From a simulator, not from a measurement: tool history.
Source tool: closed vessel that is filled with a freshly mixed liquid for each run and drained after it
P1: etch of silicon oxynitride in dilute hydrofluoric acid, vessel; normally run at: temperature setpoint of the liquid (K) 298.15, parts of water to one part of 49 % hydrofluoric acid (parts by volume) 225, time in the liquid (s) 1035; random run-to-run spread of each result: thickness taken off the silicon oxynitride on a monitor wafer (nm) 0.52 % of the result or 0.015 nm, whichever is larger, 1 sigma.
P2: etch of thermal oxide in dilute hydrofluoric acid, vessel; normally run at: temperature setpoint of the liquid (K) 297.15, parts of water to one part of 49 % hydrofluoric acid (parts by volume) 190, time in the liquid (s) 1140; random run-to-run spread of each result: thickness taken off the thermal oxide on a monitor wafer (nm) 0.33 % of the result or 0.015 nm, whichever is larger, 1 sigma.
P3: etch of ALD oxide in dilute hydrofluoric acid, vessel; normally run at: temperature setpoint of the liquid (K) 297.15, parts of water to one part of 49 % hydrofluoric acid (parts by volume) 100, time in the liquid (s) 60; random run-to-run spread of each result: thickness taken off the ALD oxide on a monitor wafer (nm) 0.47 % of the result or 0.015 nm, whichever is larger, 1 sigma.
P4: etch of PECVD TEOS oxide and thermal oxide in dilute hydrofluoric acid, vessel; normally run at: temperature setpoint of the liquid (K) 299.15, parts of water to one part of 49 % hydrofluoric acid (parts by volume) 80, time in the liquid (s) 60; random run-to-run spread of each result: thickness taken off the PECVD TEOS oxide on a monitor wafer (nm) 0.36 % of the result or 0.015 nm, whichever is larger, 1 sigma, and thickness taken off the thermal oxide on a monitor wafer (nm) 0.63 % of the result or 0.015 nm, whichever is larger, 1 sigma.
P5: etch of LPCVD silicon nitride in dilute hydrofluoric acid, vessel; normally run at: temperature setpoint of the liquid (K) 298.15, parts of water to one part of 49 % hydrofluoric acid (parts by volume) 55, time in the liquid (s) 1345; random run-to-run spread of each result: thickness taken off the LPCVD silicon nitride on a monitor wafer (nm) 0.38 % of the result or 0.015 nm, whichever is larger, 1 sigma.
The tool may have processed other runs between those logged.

run,day,process that ran,temperature setpoint of the liquid (K),parts of water to one part of 49 % hydrofluoric acid (parts by volume),time in the liquid (s),thickness taken off the silicon oxynitride on a monitor wafer (nm),thickness taken off the LPCVD silicon nitride on a monitor wafer (nm),thickness taken off the thermal oxide on a monitor wafer (nm),thickness taken off the PECVD TEOS oxide on a monitor wafer (nm),thickness taken off the ALD oxide on a monitor wafer (nm)
1,0.112,P1,298.15,225,1035,10.7930,,,,
2,0.288,P1,298.15,225,1035,10.6720,,,,
3,0.462,P1,298.15,310,1035,7.3667,,,,
4,0.558,P1,298.15,50,1500,81.3140,,,,
5,0.738,P1,298.15,225,1035,10.7560,,,,
6,0.838,P1,302.65,225,1035,13.0660,,,,
7,0.954,P5,298.15,55,2695,,26.8530,,,
8,1.038,P1,298.15,225,1035,10.8610,,,,
9,1.196,P2,297.15,190,1140,,,24.4400,,
10,1.321,P4,299.15,80,60,,,3.9373,17.9230,
11,1.488,P1,298.15,225,1035,10.6940,,,,
12,1.600,P3,297.15,100,60,,,,,19.365
13,1.704,P2,297.15,190,1140,,,24.3770,,
14,1.796,P4,299.15,140,60,,,2.0709,9.4896,
15,1.979,P5,298.15,55,1345,,13.3800,,,
16,2.104,P2,297.15,65,1140,,,82.4860,,
17,2.275,P5,298.15,90,1345,,8.2032,,,
18,2.408,P1,298.15,225,1730,17.9500,,,,
19,2.583,P3,297.15,160,60,,,,,11.386
20,2.679,P2,297.15,190,1955,,,42.0890,,
21,2.792,P3,297.15,100,115,,,,,37.042
22,2.896,P2,291.65,190,1140,,,19.8700,,
23,2.983,P1,298.15,65,1035,42.6460,,,,
24,3.108,P1,298.15,225,230,2.4139,,,,
25,3.192,P4,299.15,80,60,,,3.9172,18.0260,
26,3.296,P1,290.15,225,1035,7.4807,,,,
27,3.467,P3,297.15,100,60,,,,,19.313
28,3.654,P5,305.15,55,1345,,21.0920,,,
29,3.746,P3,293.15,100,60,,,,,16.427
30,3.925,P4,299.15,80,30,,,1.9673,8.9866,
31,4.088,P4,291.15,80,60,,,2.8215,12.9670,
32,4.238,P1,298.15,225,1035,10.7860,,,,
33,4.342,P1,298.15,225,1035,10.4800,,,,
34,4.467,P1,298.15,225,1035,10.3090,,,,
35,4.617,P1,298.15,225,1035,10.1160,,,,
36,4.792,P1,298.15,225,1035,10.1860,,,,
37,4.929,P1,298.15,225,1035,10.0880,,,,
38,5.088,P1,298.15,225,1035,10.1800,,,,
39,5.229,P1,298.15,225,1035,10.0740,,,,

Something has made what P1 gives creep away from where it was; the 2 causes below, each at its own stated size, fit the log equally well:
A: hydrofluoric acid flow below the setpoint (%) = 5.55
B: liquid colder than its thermometer reads (K) = 1.53
The process output started creeping at around day 4.238.

Consider the 4 single-wafer check runs listed below, results given as question marks: which one distinguishes between the causes by giving clearly different results for each?
check 1,5.371,P2,292.15,190,1140,,,?,,
check 2,5.371,P5,298.15,55,2540,,?,,,
check 3,5.371,P4,292.65,80,35,,,?,?,
check 4,5.371,P3,297.15,155,80,,,,,?

If the cause were each of the candidates in turn, the checks would give the following:
check,result,if A,if B
check 1,thickness taken off the thermal oxide on a monitor wafer (nm),18.8850,19.0230
check 2,thickness taken off the LPCVD silicon nitride on a monitor wafer (nm),23.8230,22.7370
check 3,thickness taken off the thermal oxide on a monitor wafer (nm),1.6418,1.6386
check 3,thickness taken off the PECVD TEOS oxide on a monitor wafer (nm),7.5597,7.5450
check 4,thickness taken off the ALD oxide on a monitor wafer (nm),14.605,14.732
Smallest distance between any two causes, each pair judged by its most separating result, in per cent: check 1 0.73 %; check 2 4.67 %; check 3 0.19 %; check 4 0.87 %
Check 2 tells the causes apart: in the others they would give nearly the same result.

With check 2 done, the readings were: thickness taken off the LPCVD silicon nitride on a monitor wafer (nm) 23.7490. Identify which of the listed causes applies.

It is A: hydrofluoric acid flow below the setpoint (%).
